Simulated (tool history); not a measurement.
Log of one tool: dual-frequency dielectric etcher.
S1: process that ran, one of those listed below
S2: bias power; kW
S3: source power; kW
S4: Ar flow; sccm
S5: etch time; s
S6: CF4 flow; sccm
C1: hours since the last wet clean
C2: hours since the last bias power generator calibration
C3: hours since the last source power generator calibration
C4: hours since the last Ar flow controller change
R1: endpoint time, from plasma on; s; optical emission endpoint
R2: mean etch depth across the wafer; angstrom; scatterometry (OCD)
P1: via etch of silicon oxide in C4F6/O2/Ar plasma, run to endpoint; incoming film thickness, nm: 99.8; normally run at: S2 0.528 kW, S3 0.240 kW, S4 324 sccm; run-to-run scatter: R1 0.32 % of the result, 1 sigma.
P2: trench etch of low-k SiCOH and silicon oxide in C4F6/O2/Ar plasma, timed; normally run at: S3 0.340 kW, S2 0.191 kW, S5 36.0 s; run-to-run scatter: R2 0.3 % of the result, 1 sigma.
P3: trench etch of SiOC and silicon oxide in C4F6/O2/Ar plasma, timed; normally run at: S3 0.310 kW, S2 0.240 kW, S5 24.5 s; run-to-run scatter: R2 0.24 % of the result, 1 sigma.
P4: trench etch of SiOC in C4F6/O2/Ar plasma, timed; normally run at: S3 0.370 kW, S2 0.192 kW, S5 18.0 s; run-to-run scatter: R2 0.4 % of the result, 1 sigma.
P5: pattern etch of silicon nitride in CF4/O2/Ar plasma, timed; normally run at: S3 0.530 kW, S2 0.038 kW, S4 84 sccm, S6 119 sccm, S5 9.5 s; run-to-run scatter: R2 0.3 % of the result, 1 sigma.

| run | hour | S1 | S2 | S3 | S4 | S5 | S6 | C1 | C2 | C3 | C4 | R1 | R2 |
|---|---|---|---|---|---|---|---|---|---|---|---|---|---|
| 1 | 5.5 | P1 | 0.528 | 0.240 | 324 |  |  | 196.1 | 531.4 | 802.5 | 2435.2 | 25.527 |  |
| 2 | 8.6 | P4 | 0.192 | 0.370 |  | 18.0 |  | 199.2 | 534.5 | 805.6 | 2438.3 |  | 372.35 |
| 3 | 13.4 | P1 | 0.644 | 0.240 | 220 |  |  | 204.0 | 539.3 | 810.4 | 2443.1 | 22.691 |  |
| 4 | 16.6 | P3 | 0.240 | 0.310 |  | 24.5 |  | 207.2 | 542.5 | 813.6 | 2446.3 |  | 481.49 |
| 5 | 19.3 | P1 | 0.528 | 0.190 | 438 |  |  | 209.9 | 545.2 | 816.3 | 2449.0 | 28.885 |  |
| 6 | 23.3 | P2 | 0.124 | 0.340 |  | 36.0 |  | 213.9 | 549.2 | 820.3 | 2453.0 |  | 974.64 |
| 7 | 27.5 | P1 | 0.528 | 0.240 | 385 |  |  | 218.1 | 553.4 | 824.5 | 2457.2 | 26.196 |  |
| 8 | 32.1 | P1 | 0.528 | 0.240 | 324 |  |  | 222.7 | 558.0 | 829.1 | 2461.8 | 25.582 |  |
| 9 | 37.6 | P2 | 0.191 | 0.420 |  | 36.0 |  | 228.2 | 563.5 | 834.6 | 2467.3 |  | 1211.70 |
| 10 | 40.6 | P5 | 0.038 | 0.420 | 84 | 9.5 | 119 | 231.2 | 566.5 | 837.6 | 2470.3 |  | 152.61 |
| 11 | 44.9 | P1 | 0.657 | 0.240 | 324 |  |  | 235.5 | 570.8 | 841.9 | 2474.6 | 23.673 |  |
| 12 | 49.6 | P5 | 0.050 | 0.530 | 84 | 9.5 | 119 | 240.2 | 575.5 | 846.6 | 2479.3 |  | 206.01 |
| 13 | 53.1 | P1 | 0.344 | 0.240 | 434 |  |  | 243.7 | 579.0 | 850.1 | 2482.8 | 31.061 |  |
| 14 | 57.6 | P5 | 0.038 | 0.530 | 109 | 9.5 | 119 | 248.2 | 583.5 | 854.6 | 2487.3 |  | 180.56 |
| 15 | 61.4 | P1 | 0.528 | 0.240 | 324 |  |  | 252.0 | 587.3 | 858.4 | 2491.1 | 25.631 |  |
| 16 | 64.3 | P5 | 0.038 | 0.530 | 84 | 9.5 | 164 | 254.9 | 590.2 | 861.3 | 2494.0 |  | 193.86 |
| 17 | 67.5 | P3 | 0.240 | 0.310 |  | 18.0 |  | 258.1 | 593.4 | 864.5 | 2497.2 |  | 352.46 |
| 18 | 73.1 | P3 | 0.240 | 0.210 |  | 24.5 |  | 263.7 | 599.0 | 870.1 | 2502.8 |  | 416.51 |
| 19 | 78.5 | P2 | 0.191 | 0.340 |  | 36.0 |  | 269.1 | 604.4 | 875.5 | 2508.2 |  | 1107.40 |
| 20 | 84.2 | P2 | 0.191 | 0.340 |  | 44.5 |  | 274.8 | 610.1 | 881.2 | 2513.9 |  | 1374.30 |
| 21 | 89.1 | P1 | 0.528 | 0.240 | 324 |  |  | 279.7 | 615.0 | 886.1 | 2518.8 | 25.622 |  |
| 22 | 93.8 | P1 | 0.528 | 0.190 | 324 |  |  | 284.4 | 619.7 | 890.8 | 2523.5 | 27.976 |  |
| 23 | 98.3 | P1 | 0.528 | 0.240 | 324 |  |  | 288.9 | 624.2 | 895.3 | 2528.0 | 25.719 |  |
| 24 | 101.9 | P4 | 0.192 | 0.370 |  | 18.0 |  | 292.5 | 627.8 | 898.9 | 2531.6 |  | 372.25 |
| 25 | 105.7 | P4 | 0.266 | 0.370 |  | 18.0 |  | 296.3 | 631.6 | 902.7 | 2535.4 |  | 412.77 |
| 26 | 111.0 | P1 | 0.528 | 0.240 | 324 |  |  | 301.6 | 636.9 | 908.0 | 2540.7 | 25.654 |  |
| 27 | 115.9 | P5 | 0.038 | 0.530 | 84 | 9.5 | 119 | 306.5 | 641.8 | 912.9 | 2545.6 |  | 187.39 |
| 28 | 119.2 | P4 | 0.192 | 0.370 |  | 27.0 |  | 309.8 | 645.1 | 916.2 | 2548.9 |  | 560.40 |
| 29 | 122.4 | P1 | 0.528 | 0.310 | 324 |  |  | 313.0 | 648.3 | 919.4 | 2552.1 | 23.368 |  |
| 30 | 127.5 | P3 | 0.240 | 0.310 |  | 24.5 |  | 318.1 | 653.4 | 924.5 | 2557.2 |  | 481.15 |
| 31 | 131.2 | P5 | 0.038 | 0.530 | 84 | 14.5 | 119 | 321.8 | 657.1 | 928.2 | 2560.9 |  | 287.21 |
| 32 | 137.1 | P3 | 0.299 | 0.310 |  | 24.5 |  | 327.7 | 663.0 | 934.1 | 2566.8 |  | 519.86 |
| 33 | 140.1 | P1 | 0.399 | 0.240 | 324 |  |  | 330.7 | 666.0 | 937.1 | 2569.8 | 28.578 |  |
| 34 | 145.1 | P1 | 0.528 | 0.240 | 324 |  |  | 335.7 | 671.0 | 942.1 | 2574.8 | 25.508 |  |
| 35 | 151.1 | P4 | 0.192 | 0.520 |  | 18.0 |  | 341.7 | 677.0 | 948.1 | 2580.8 |  | 422.90 |
| 36 | 156.3 | P2 | 0.191 | 0.340 |  | 36.0 |  | 346.9 | 682.2 | 953.3 | 2586.0 |  | 1113.20 |
| 37 | 162.3 | P1 | 0.528 | 0.240 | 190 |  |  | 352.9 | 688.2 | 959.3 | 2592.0 | 24.144 |  |
| 38 | 166.2 | P1 | 0.528 | 0.240 | 324 |  |  | 356.8 | 692.1 | 963.2 | 2595.9 | 25.572 |  |
| 39 | 172.1 | P1 | 0.528 | 0.240 | 324 |  |  | 362.7 | 698.0 | 969.1 | 2601.8 | 25.899 |  |
| 40 | 175.8 | P1 | 0.528 | 0.240 | 324 |  |  | 366.4 | 701.7 | 972.8 | 2605.5 | 26.036 |  |
| 41 | 181.0 | P1 | 0.528 | 0.240 | 324 |  |  | 371.6 | 706.9 | 978.0 | 2610.7 | 25.765 |  |
| 42 | 184.2 | P1 | 0.528 | 0.240 | 324 |  |  | 374.8 | 710.1 | 981.2 | 2613.9 | 25.905 |  |
| 43 | 188.5 | P1 | 0.528 | 0.240 | 324 |  |  | 379.1 | 714.4 | 985.5 | 2618.2 | 26.003 |  |
|  | 191.2 | Ar flow controller replaced |
| 44 | 192.8 | P1 | 0.528 | 0.240 | 324 |  |  | 383.4 | 718.7 | 989.8 | 1.6 | 25.913 |  |
|  | 192.9 | wet clean of the chamber |
| 45 | 196.5 | P1 | 0.528 | 0.240 | 324 |  |  | 3.6 | 722.4 | 993.5 | 5.3 | 26.009 |  |
| 46 | 202.1 | P1 | 0.528 | 0.240 | 324 |  |  | 9.2 | 728.0 | 999.1 | 10.9 | 26.119 |  |
| 47 | 205.1 | P1 | 0.528 | 0.240 | 324 |  |  | 12.2 | 731.0 | 1002.1 | 13.9 | 25.890 |  |

What P1 gives has crept away from where it was. These 2 causes fit the log equally well, each at the size given:
A: bias power that arrives under what is set, % = 4.02
B: source power that arrives under what is set, % = 4.23
The creep began at about hour 166.2.
Why every other cause is out:
chamber walls in a state that lowers the etch rate, %: serviced at hour 192.9, which brought nothing back
Ar flow that arrives over what is set, %: serviced at hour 191.2, which brought nothing back

4 check runs are offered, one wafer each, their results left as question marks. Which one tells the causes apart?
| check 1 | 208.1 | P4 | 0.192 | 0.460 |  | 26.0 |  |  |  |  |  |  | ? |
| check 2 | 208.1 | P5 | 0.038 | 0.530 | 108 | 9.5 | 161 |  |  |  |  |  | ? |
| check 3 | 208.1 | P3 | 0.240 | 0.240 |  | 24.5 |  |  |  |  |  |  | ? |
| check 4 | 208.1 | P2 | 0.191 | 0.420 |  | 36.0 |  |  |  |  |  |  | ? |

What each check would give under each cause:
| check | result | if A | if B |
|---|---|---|---|
| check 1 | R2 | 576.85 | 574.65 |
| check 2 | R2 | 185.85 | 181.33 |
| check 3 | R2 | 430.93 | 429.98 |
| check 4 | R2 | 1191.30 | 1186.80 |
How far apart the two closest causes lie, in the result that separates them most: check 1 0.38 %; check 2 2.47 %; check 3 0.22 %; check 4 0.38 %
Only check 2 tells the causes apart: in the others they would give nearly the same result.

Then check 2 was run and gave: R2 186.42 angstrom. Which cause is it?

It is A: bias power that arrives under what is set, %.
